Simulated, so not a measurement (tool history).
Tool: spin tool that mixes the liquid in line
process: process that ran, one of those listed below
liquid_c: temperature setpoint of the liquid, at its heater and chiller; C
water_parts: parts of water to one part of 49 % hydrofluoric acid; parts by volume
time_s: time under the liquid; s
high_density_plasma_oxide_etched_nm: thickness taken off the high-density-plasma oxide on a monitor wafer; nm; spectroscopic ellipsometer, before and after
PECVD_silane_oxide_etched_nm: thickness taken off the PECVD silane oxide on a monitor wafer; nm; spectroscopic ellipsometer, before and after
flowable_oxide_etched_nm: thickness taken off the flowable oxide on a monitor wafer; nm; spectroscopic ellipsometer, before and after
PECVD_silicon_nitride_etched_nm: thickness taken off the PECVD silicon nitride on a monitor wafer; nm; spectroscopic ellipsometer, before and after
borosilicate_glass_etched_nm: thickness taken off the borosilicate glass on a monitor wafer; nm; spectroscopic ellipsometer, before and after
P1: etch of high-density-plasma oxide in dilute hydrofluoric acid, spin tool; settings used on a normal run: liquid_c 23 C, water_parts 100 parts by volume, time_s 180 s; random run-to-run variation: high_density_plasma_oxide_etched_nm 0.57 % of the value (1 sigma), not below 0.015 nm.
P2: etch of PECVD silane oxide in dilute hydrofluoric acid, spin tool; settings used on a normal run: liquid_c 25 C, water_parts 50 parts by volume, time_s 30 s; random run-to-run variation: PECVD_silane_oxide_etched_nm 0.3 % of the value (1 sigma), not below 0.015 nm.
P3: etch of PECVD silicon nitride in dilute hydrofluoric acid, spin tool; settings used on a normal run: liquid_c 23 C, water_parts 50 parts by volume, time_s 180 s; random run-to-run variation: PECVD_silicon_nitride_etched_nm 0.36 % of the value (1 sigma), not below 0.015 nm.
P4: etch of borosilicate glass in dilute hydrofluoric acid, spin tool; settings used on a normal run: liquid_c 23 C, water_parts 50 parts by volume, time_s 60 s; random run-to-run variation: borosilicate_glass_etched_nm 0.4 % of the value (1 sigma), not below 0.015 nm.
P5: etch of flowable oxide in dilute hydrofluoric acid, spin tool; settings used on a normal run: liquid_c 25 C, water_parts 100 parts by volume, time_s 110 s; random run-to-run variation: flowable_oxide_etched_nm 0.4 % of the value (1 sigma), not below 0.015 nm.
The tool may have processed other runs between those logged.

run     day  process  liquid_c  water_parts  time_s  high_density_plasma_oxide_etched_nm  PECVD_silane_oxide_etched_nm  flowable_oxide_etched_nm  PECVD_silicon_nitride_etched_nm  borosilicate_glass_etched_nm
  1   0.525       P1        23          100     180                               10.965
  2   0.929       P2        25           50      30                                                               33.8
  3    1.45       P5        25          100     110                                                                                       39.697
  4   2.162       P3        17           50     180                                                                                                                        12.474
  5   2.942       P3        23           85     180                                                                                                                        11.306
  6   3.462       P4        23           50      60                                                                                                                                                       36.22
  7   3.862       P1        23          100     180                                10.87
  8   4.358       P1        23          100     180                               10.875
  9   4.933       P1        23          100      45                               2.7593
 10   5.371       P1        23          170      50                               1.6506
 11   6.104       P2        25           20      30                                                             87.864
 12   6.492       P3        23           50     180                                                                                                                        18.935
 13   7.167       P1      26.5           25     180                               55.391
 14   7.867       P4        23           50      60                                                                                                                                                      36.348
 15   8.533       P5      17.5          100     110                                                                                       29.052
 16   9.104       P1        30          100     180                               14.388
 17   9.462       P2        25           50      30                                                             33.694
 18   9.962       P3        23           50     280                                                                                                                        29.423
 19  10.583       P1        17          100     180                               8.5174
 20  11.333       P2        17           50      30                                                             24.203
 21  11.671       P4      30.5           50      60                                                                                                                                                      49.301
 22  12.342       P1        23          150     180                               6.8835
 23  12.775       P2        25           50      55                                                             62.007
 24  13.438       P1        23           30     180                               39.184
 25  14.062       P5        25          100     110                                                                                       39.629
 26  14.646       P5        25          100     205                                                                                       74.051
 27  15.412       P1        23          100     180                               10.864
 28  15.912       P1        23          100     365                               22.036
 29  16.625       P4        23           20      60                                                                                                                                                       93.86
 30  17.375       P5        25          185     110                                                                                        19.28
 31  18.038       P4        23           50     105                                                                                                                                                        63.5
 32  18.738       P1        23          100     180                               10.785
 33  19.379       P1        23          100     180                               11.119
 34  19.983       P1        23          100     180                                11.27
 35  20.558       P1        23          100     180                               11.456
 36  20.912       P1        23          100     180                               11.456
 37  21.475       P1        23          100     180                               11.558
 38  22.204       P1        23          100     180                               11.564
 39  22.771       P1        23          100     180                               11.579
 40  23.312       P1        23          100     180                               11.696
 41  23.942       P1        23          100     180                               11.629
 42  24.692       P1        23          100     180                               11.613
 43  25.125       P1        23          100     180                               11.482

P1 has crept away from where it was. The log is fitted equally well by each of these 2 causes, at the sizes shown:
A: hydrofluoric acid flow above the setpoint (%) = 5.92
B: liquid hotter than its thermometer reads (K) = 1.62
The drift started at roughly day 18.738.

4 check runs are offered, one wafer each, their results left as question marks. Which one tells the causes apart?
check 1  25.558       P4        23           50      60                                                                                                                                                           ?
check 2  25.558       P5        25          100     110                                                                                            ?
check 3  25.558       P2        25           50      30                                                                  ?
check 4  25.558       P3        23           50     180                                                                                                                             ?

How each check would come out, cause by cause:
  check                           result    if A    if B
check 1     borosilicate_glass_etched_nm  38.629  38.851
check 2         flowable_oxide_etched_nm  42.174  42.113
check 3     PECVD_silane_oxide_etched_nm  35.903  36.065
check 4  PECVD_silicon_nitride_etched_nm  20.088  21.189
Per-check spread between the two closest causes, in the result where they differ most: check 1 0.57 %; check 2 0.15 %; check 3 0.45 %; check 4 5.33 %
Check 4 is the one run that separates the causes; every other check would come out nearly the same whichever cause is at work.

The results of check 4 are: PECVD_silicon_nitride_etched_nm 21.236 nm. Based on these, which of the listed causes is it?

B is the cause: liquid hotter than its thermometer reads (K).
